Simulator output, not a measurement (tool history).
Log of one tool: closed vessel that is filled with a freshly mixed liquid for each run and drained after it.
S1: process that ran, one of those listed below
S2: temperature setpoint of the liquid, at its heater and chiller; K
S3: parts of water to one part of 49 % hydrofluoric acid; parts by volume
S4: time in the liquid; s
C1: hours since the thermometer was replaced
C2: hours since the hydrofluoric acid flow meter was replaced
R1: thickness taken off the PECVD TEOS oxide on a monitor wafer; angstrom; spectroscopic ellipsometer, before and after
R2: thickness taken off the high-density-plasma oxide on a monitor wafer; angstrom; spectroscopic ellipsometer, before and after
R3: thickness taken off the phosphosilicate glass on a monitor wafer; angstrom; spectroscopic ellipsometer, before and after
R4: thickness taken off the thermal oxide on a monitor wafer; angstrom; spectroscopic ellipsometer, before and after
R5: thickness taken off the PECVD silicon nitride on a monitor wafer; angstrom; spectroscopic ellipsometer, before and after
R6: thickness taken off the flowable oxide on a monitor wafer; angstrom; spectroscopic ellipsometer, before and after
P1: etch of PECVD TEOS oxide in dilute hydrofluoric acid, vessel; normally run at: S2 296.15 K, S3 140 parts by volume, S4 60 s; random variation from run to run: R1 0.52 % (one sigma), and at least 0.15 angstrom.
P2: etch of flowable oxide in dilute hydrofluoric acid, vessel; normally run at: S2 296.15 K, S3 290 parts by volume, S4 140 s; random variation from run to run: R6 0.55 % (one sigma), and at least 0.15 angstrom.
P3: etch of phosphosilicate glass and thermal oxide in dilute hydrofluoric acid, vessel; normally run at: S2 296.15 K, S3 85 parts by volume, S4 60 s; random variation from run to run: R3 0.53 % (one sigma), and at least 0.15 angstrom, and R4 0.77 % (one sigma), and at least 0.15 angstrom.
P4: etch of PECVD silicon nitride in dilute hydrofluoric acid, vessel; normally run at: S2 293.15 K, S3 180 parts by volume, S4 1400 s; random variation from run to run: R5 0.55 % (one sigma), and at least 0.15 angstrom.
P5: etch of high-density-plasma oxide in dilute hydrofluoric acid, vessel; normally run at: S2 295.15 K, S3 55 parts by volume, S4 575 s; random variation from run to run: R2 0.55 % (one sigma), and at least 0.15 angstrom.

{"run": 1, "hour": 8.2, "S1": "P1", "S2": 296.15, "S3": 140, "S4": 60, "C1": 603.7, "C2": 1145.6, "R1": 60.014}
{"run": 2, "hour": 18.4, "S1": "P5", "S2": 295.15, "S3": 20, "S4": 575, "C1": 613.9, "C2": 1155.8, "R2": 1667.4}
{"run": 3, "hour": 25.2, "S1": "P1", "S2": 296.15, "S3": 65, "S4": 60, "C1": 620.7, "C2": 1162.6, "R1": 143.24}
{"run": 4, "hour": 36.5, "S1": "P1", "S2": 303.65, "S3": 140, "S4": 60, "C1": 632.0, "C2": 1173.9, "R1": 80.005}
{"run": 5, "hour": 44.6, "S1": "P3", "S2": 296.15, "S3": 85, "S4": 60, "C1": 640.1, "C2": 1182.0, "R3": 1244.0, "R4": 32.803}
{"run": 6, "hour": 54.9, "S1": "P5", "S2": 295.15, "S3": 55, "S4": 575, "C1": 650.4, "C2": 1192.3, "R2": 584.46}
{"run": 7, "hour": 60.7, "S1": "P5", "S2": 295.15, "S3": 55, "S4": 945, "C1": 656.2, "C2": 1198.1, "R2": 960.29}
{"run": 8, "hour": 70.4, "S1": "P1", "S2": 296.15, "S3": 140, "S4": 60, "C1": 665.9, "C2": 1207.8, "R1": 60.916}
{"run": 9, "hour": 79.9, "S1": "P1", "S2": 296.15, "S3": 140, "S4": 115, "C1": 675.4, "C2": 1217.3, "R1": 116.01}
{"run": 10, "hour": 88.1, "S1": "P1", "S2": 296.15, "S3": 140, "S4": 60, "C1": 683.6, "C2": 1225.5, "R1": 60.198}
{"run": 11, "hour": 97.8, "S1": "P1", "S2": 290.15, "S3": 140, "S4": 115, "C1": 693.3, "C2": 1235.2, "R1": 91.737}
{"run": 12, "hour": 105.1, "S1": "P1", "S2": 302.65, "S3": 40, "S4": 60, "C1": 700.6, "C2": 1242.5, "R1": 310.61}
{"run": 13, "hour": 110.9, "S1": "P4", "S2": 301.15, "S3": 180, "S4": 1400, "C1": 706.4, "C2": 1248.3, "R5": 374.75}
{"run": 14, "hour": 117.5, "S1": "P3", "S2": 296.15, "S3": 115, "S4": 60, "C1": 713.0, "C2": 1254.9, "R3": 892.54, "R4": 23.548}
{"run": 15, "hour": 128.4, "S1": "P1", "S2": 296.15, "S3": 140, "S4": 60, "C1": 723.9, "C2": 1265.8, "R1": 60.397}
{"run": 16, "hour": 135.2, "S1": "P2", "S2": 296.15, "S3": 290, "S4": 140, "C1": 730.7, "C2": 1272.6, "R6": 91.288}
{"run": 17, "hour": 147.3, "S1": "P2", "S2": 296.15, "S3": 290, "S4": 140, "C1": 742.8, "C2": 1284.7, "R6": 91.483}
{"run": 18, "hour": 160.1, "S1": "P5", "S2": 301.65, "S3": 55, "S4": 575, "C1": 755.6, "C2": 1297.5, "R2": 751.64}
{"run": 19, "hour": 168.6, "S1": "P1", "S2": 296.15, "S3": 140, "S4": 30, "C1": 764.1, "C2": 1306.0, "R1": 30.433}
{"run": 20, "hour": 177.6, "S1": "P4", "S2": 293.15, "S3": 295, "S4": 1400, "C1": 773.1, "C2": 1315.0, "R5": 138.86}
{"run": 21, "hour": 188.2, "S1": "P4", "S2": 293.15, "S3": 180, "S4": 2300, "C1": 783.7, "C2": 1325.6, "R5": 369.26}
{"run": 22, "hour": 195.9, "S1": "P1", "S2": 290.15, "S3": 140, "S4": 105, "C1": 791.4, "C2": 1333.3, "R1": 82.479}
{"run": 23, "hour": 206.6, "S1": "P3", "S2": 296.15, "S3": 85, "S4": 120, "C1": 802.1, "C2": 1344.0, "R3": 2529.3, "R4": 67.986}
{"hour": 211.5, "done": "hydrofluoric acid flow meter replaced"}
{"run": 24, "hour": 218.0, "S1": "P1", "S2": 296.15, "S3": 140, "S4": 60, "C1": 813.5, "C2": 6.6, "R1": 59.958}
{"run": 25, "hour": 227.9, "S1": "P1", "S2": 296.15, "S3": 240, "S4": 60, "C1": 823.4, "C2": 16.5, "R1": 31.55}
{"run": 26, "hour": 238.6, "S1": "P3", "S2": 301.65, "S3": 85, "S4": 60, "C1": 834.1, "C2": 27.2, "R3": 1557.2, "R4": 42.112}
{"run": 27, "hour": 251.0, "S1": "P1", "S2": 290.65, "S3": 140, "S4": 60, "C1": 846.5, "C2": 39.6, "R1": 49.231}
{"run": 28, "hour": 261.8, "S1": "P4", "S2": 293.15, "S3": 180, "S4": 1400, "C1": 857.3, "C2": 50.4, "R5": 224.44}
{"run": 29, "hour": 274.1, "S1": "P5", "S2": 295.15, "S3": 55, "S4": 575, "C1": 869.6, "C2": 62.7, "R2": 586.55}
{"run": 30, "hour": 279.9, "S1": "P1", "S2": 296.15, "S3": 140, "S4": 60, "C1": 875.4, "C2": 68.5, "R1": 60.187}

The next listed run, before its measurement:
{"run": 31, "hour": 291.5, "S1": "P2", "S2": 296.15, "S3": 290, "S4": 240, "C1": 887.0, "C2": 80.1, "R6": "?"}

R6: 157.350 angstrom

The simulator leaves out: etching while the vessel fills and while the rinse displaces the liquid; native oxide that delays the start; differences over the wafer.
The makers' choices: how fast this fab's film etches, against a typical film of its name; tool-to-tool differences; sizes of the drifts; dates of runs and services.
